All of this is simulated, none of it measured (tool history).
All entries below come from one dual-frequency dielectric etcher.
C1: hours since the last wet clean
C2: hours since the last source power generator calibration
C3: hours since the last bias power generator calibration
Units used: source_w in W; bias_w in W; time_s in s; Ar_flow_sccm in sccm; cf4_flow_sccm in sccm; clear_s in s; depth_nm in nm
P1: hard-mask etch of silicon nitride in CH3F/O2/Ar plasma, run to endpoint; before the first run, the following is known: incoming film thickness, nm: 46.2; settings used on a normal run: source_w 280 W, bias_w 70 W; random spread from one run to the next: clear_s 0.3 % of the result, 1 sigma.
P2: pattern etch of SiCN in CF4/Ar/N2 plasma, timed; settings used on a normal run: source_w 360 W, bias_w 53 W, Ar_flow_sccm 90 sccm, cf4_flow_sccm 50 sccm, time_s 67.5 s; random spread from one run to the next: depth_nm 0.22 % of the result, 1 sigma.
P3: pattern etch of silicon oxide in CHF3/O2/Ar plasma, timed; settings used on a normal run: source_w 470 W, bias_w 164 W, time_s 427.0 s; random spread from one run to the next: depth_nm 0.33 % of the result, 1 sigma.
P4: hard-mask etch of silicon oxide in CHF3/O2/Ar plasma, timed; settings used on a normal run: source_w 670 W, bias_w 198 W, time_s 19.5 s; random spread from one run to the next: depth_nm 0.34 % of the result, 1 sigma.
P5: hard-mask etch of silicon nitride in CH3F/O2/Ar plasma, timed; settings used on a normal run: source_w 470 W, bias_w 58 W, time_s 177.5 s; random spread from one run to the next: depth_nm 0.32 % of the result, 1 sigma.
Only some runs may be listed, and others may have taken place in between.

Run 1, hour 9.9: process P1, source_w 280 W, bias_w 70 W; C1 49.9; C2 1813.6; C3 1121.6. Result: clear_s 77.272 s.
Run 2, hour 24.2: process P3, source_w 470 W, bias_w 232 W, time_s 427.0 s; C1 64.2; C2 1827.9; C3 1135.9. Result: depth_nm 818.310 nm.
Run 3, hour 38.2: process P1, source_w 280 W, bias_w 70 W; C1 78.2; C2 1841.9; C3 1149.9. Result: clear_s 77.116 s.
Run 4, hour 49.2: process P1, source_w 280 W, bias_w 70 W; C1 89.2; C2 1852.9; C3 1160.9. Result: clear_s 76.937 s.
Run 5, hour 63.8: process P3, source_w 470 W, bias_w 164 W, time_s 427.0 s; C1 103.8; C2 1867.5; C3 1175.5. Result: depth_nm 720.620 nm.
Run 6, hour 75.4: process P1, source_w 280 W, bias_w 41 W; C1 115.4; C2 1879.1; C3 1187.1. Result: clear_s 91.542 s.
Run 7, hour 90.3: process P5, source_w 650 W, bias_w 58 W, time_s 177.5 s; C1 130.3; C2 1894.0; C3 1202.0. Result: depth_nm 137.140 nm.
Run 8, hour 101.7: process P5, source_w 470 W, bias_w 80 W, time_s 177.5 s; C1 141.7; C2 1905.4; C3 1213.4. Result: depth_nm 134.490 nm.
Run 9, hour 108.8: process P1, source_w 180 W, bias_w 70 W; C1 148.8; C2 1912.5; C3 1220.5. Result: clear_s 90.962 s.
Run 10, hour 123.1: process P4, source_w 670 W, bias_w 198 W, time_s 29.0 s; C1 163.1; C2 1926.8; C3 1234.8. Result: depth_nm 63.523 nm.
Run 11, hour 131.3: process P5, source_w 470 W, bias_w 58 W, time_s 177.5 s; C1 171.3; C2 1935.0; C3 1243.0. Result: depth_nm 121.290 nm.
Run 12, hour 140.7: process P5, source_w 470 W, bias_w 58 W, time_s 246.0 s; C1 180.7; C2 1944.4; C3 1252.4. Result: depth_nm 166.430 nm.
Run 13, hour 150.7: process P4, source_w 440 W, bias_w 198 W, time_s 19.5 s; C1 190.7; C2 1954.4; C3 1262.4. Result: depth_nm 36.463 nm.
Run 14, hour 162.1: process P2, source_w 360 W, bias_w 38 W, time_s 67.5 s, Ar_flow_sccm 90 sccm, cf4_flow_sccm 50 sccm; C1 202.1; C2 1965.8; C3 1273.8. Result: depth_nm 36.268 nm.
Run 15, hour 169.3: process P3, source_w 270 W, bias_w 164 W, time_s 427.0 s; C1 209.3; C2 1973.0; C3 1281.0. Result: depth_nm 590.880 nm.
Run 16, hour 181.6: process P2, source_w 360 W, bias_w 53 W, time_s 67.5 s, Ar_flow_sccm 90 sccm, cf4_flow_sccm 50 sccm; C1 221.6; C2 1985.3; C3 1293.3. Result: depth_nm 40.486 nm.
Run 17, hour 188.9: process P5, source_w 470 W, bias_w 58 W, time_s 177.5 s; C1 228.9; C2 1992.6; C3 1300.6. Result: depth_nm 121.230 nm.
At hour 189.5: source power generator calibrated.
Run 18, hour 203.8: process P2, source_w 360 W, bias_w 53 W, time_s 67.5 s, Ar_flow_sccm 114 sccm, cf4_flow_sccm 50 sccm; C1 243.8; C2 14.4; C3 1315.5. Result: depth_nm 38.827 nm.
Run 19, hour 215.1: process P1, source_w 390 W, bias_w 70 W; C1 255.1; C2 25.7; C3 1326.8. Result: clear_s 68.333 s.
Run 20, hour 225.4: process P3, source_w 470 W, bias_w 164 W, time_s 548.0 s; C1 265.4; C2 36.0; C3 1337.1. Result: depth_nm 932.470 nm.
Run 21, hour 233.0: process P2, source_w 360 W, bias_w 53 W, time_s 67.5 s, Ar_flow_sccm 90 sccm, cf4_flow_sccm 40 sccm; C1 273.0; C2 43.6; C3 1344.7. Result: depth_nm 39.117 nm.
Run 22, hour 242.4: process P2, source_w 280 W, bias_w 53 W, time_s 67.5 s, Ar_flow_sccm 90 sccm, cf4_flow_sccm 50 sccm; C1 282.4; C2 53.0; C3 1354.1. Result: depth_nm 32.434 nm.
Run 23, hour 256.6: process P4, source_w 670 W, bias_w 198 W, time_s 19.5 s; C1 296.6; C2 67.2; C3 1368.3. Result: depth_nm 42.871 nm.
Run 24, hour 263.6: process P1, source_w 280 W, bias_w 70 W; C1 303.6; C2 74.2; C3 1375.3. Result: clear_s 76.945 s.
Run 25, hour 277.7: process P1, source_w 230 W, bias_w 52 W; C1 317.7; C2 88.3; C3 1389.4. Result: clear_s 91.687 s.
Run 26, hour 286.3: process P1, source_w 280 W, bias_w 70 W; C1 326.3; C2 96.9; C3 1398.0. Result: clear_s 77.469 s.
Run 27, hour 297.1: process P2, source_w 360 W, bias_w 53 W, time_s 46.0 s, Ar_flow_sccm 90 sccm, cf4_flow_sccm 50 sccm; C1 337.1; C2 107.7; C3 1408.8. Result: depth_nm 27.647 nm.
Run 28, hour 309.9: process P4, source_w 670 W, bias_w 116 W, time_s 19.5 s; C1 349.9; C2 120.5; C3 1421.6. Result: depth_nm 35.856 nm.
Run 29, hour 318.3: process P1, source_w 380 W, bias_w 84 W; C1 358.3; C2 128.9; C3 1430.0. Result: clear_s 64.435 s.
Run 30, hour 329.0: process P1, source_w 280 W, bias_w 90 W; C1 369.0; C2 139.6; C3 1440.7. Result: clear_s 69.924 s.

The next listed run, before its measurement:
Run 31, hour 344.0: process P1, source_w 280 W, bias_w 70 W; C1 384.0; C2 154.6; C3 1455.7. Result: clear_s ?.

Run 31 gave clear_s 77.069 s.

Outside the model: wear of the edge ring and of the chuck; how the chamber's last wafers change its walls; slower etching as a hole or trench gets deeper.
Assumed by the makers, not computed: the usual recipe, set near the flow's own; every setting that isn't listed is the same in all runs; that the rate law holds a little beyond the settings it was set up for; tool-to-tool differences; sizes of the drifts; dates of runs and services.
